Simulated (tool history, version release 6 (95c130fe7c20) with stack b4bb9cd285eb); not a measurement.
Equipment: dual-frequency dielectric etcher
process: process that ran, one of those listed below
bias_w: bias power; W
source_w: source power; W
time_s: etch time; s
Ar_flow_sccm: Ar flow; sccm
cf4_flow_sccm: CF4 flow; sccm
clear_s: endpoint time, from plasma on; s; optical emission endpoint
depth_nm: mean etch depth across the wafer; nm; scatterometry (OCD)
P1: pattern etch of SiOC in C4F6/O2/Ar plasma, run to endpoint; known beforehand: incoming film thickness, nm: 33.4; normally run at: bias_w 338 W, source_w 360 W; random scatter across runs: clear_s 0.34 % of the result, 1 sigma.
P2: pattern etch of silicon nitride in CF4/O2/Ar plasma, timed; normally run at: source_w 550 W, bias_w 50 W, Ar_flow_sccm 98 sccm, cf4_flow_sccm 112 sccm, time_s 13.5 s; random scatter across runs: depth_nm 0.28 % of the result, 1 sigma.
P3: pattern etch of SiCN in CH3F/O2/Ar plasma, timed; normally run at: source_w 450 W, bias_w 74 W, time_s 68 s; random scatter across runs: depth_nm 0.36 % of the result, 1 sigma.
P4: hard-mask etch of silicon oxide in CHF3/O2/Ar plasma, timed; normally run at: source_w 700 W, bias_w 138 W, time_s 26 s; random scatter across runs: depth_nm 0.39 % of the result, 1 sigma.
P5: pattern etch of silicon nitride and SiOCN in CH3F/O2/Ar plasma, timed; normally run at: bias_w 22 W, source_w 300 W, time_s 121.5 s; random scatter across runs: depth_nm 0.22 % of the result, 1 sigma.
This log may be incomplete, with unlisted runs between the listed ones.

Run 1, hour 8.1: process P1, bias_w 338 W, source_w 360 W. Result: clear_s 13.535 s.
Run 2, hour 24.9: process P3, bias_w 50 W, source_w 450 W, time_s 68 s. Result: depth_nm 24.198 nm.
Run 3, hour 39.8: process P1, bias_w 338 W, source_w 360 W. Result: clear_s 13.568 s.
Run 4, hour 50: process P2, bias_w 50 W, source_w 550 W, time_s 13.5 s, Ar_flow_sccm 98 sccm, cf4_flow_sccm 112 sccm. Result: depth_nm 28.688 nm.
Run 5, hour 63.2: process P2, bias_w 50 W, source_w 550 W, time_s 18 s, Ar_flow_sccm 98 sccm, cf4_flow_sccm 112 sccm. Result: depth_nm 38.216 nm.
Run 6, hour 76.4: process P1, bias_w 338 W, source_w 360 W. Result: clear_s 13.571 s.
Run 7, hour 87.6: process P5, bias_w 22 W, source_w 300 W, time_s 121.5 s. Result: depth_nm 14.026 nm.
Run 8, hour 97.3: process P3, bias_w 74 W, source_w 450 W, time_s 37.5 s. Result: depth_nm 15.044 nm.
Run 9, hour 112.8: process P5, bias_w 13 W, source_w 300 W, time_s 121.5 s. Result: depth_nm 11.135 nm.
Run 10, hour 122.7: process P5, bias_w 22 W, source_w 300 W, time_s 167 s. Result: depth_nm 19.193 nm.
Run 11, hour 134.7: process P1, bias_w 338 W, source_w 490 W. Result: clear_s 12.072 s.
At hour 143.1: wet clean of the chamber.
Run 12, hour 143.2: process P1, bias_w 338 W, source_w 280 W. Result: clear_s 14.893 s.
Run 13, hour 153.8: process P2, bias_w 50 W, source_w 550 W, time_s 13.5 s, Ar_flow_sccm 98 sccm, cf4_flow_sccm 112 sccm. Result: depth_nm 28.723 nm.
Run 14, hour 165.9: process P2, bias_w 50 W, source_w 550 W, time_s 13.5 s, Ar_flow_sccm 59 sccm, cf4_flow_sccm 112 sccm. Result: depth_nm 30.3 nm.
Run 15, hour 181.4: process P4, bias_w 88 W, source_w 700 W, time_s 26 s. Result: depth_nm 43.08 nm.
Run 16, hour 190.6: process P1, bias_w 219 W, source_w 360 W. Result: clear_s 15.692 s.
Run 17, hour 201.4: process P4, bias_w 138 W, source_w 700 W, time_s 34.5 s. Result: depth_nm 65.061 nm.
Run 18, hour 209.5: process P1, bias_w 338 W, source_w 360 W. Result: clear_s 13.549 s.
Run 19, hour 223.3: process P2, bias_w 40 W, source_w 550 W, time_s 13.5 s, Ar_flow_sccm 98 sccm, cf4_flow_sccm 112 sccm. Result: depth_nm 26.398 nm.
Run 20, hour 234.5: process P5, bias_w 22 W, source_w 300 W, time_s 121.5 s. Result: depth_nm 14.014 nm.
Run 21, hour 248.1: process P5, bias_w 22 W, source_w 210 W, time_s 121.5 s. Result: depth_nm 12.369 nm.
Run 22, hour 256.2: process P1, bias_w 338 W, source_w 360 W. Result: clear_s 13.465 s.
Run 23, hour 272.9: process P1, bias_w 441 W, source_w 440 W. Result: clear_s 11.419 s.
Run 24, hour 290.7: process P1, bias_w 454 W, source_w 500 W. Result: clear_s 10.804 s.
Run 25, hour 306.6: process P3, bias_w 74 W, source_w 450 W, time_s 68 s. Result: depth_nm 27.307 nm.
Run 26, hour 321.9: process P2, bias_w 50 W, source_w 550 W, time_s 13.5 s, Ar_flow_sccm 98 sccm, cf4_flow_sccm 69 sccm. Result: depth_nm 26.786 nm.
Run 27, hour 339: process P1, bias_w 452 W, source_w 360 W. Result: clear_s 12.193 s.
Run 28, hour 354.5: process P4, bias_w 138 W, source_w 700 W, time_s 26 s. Result: depth_nm 49.5 nm.
Run 29, hour 365.9: process P1, bias_w 338 W, source_w 360 W. Result: clear_s 13.514 s.
Run 30, hour 380.7: process P3, bias_w 74 W, source_w 300 W, time_s 68 s. Result: depth_nm 23.583 nm.
Run 31, hour 395.5: process P4, bias_w 138 W, source_w 410 W, time_s 26 s. Result: depth_nm 39.947 nm.

Forecast run 32:
Run 32, hour 404.5: process P1, bias_w 338 W, source_w 360 W. Result: clear_s ?.

{"run 32": {"clear_s": 13.595}}
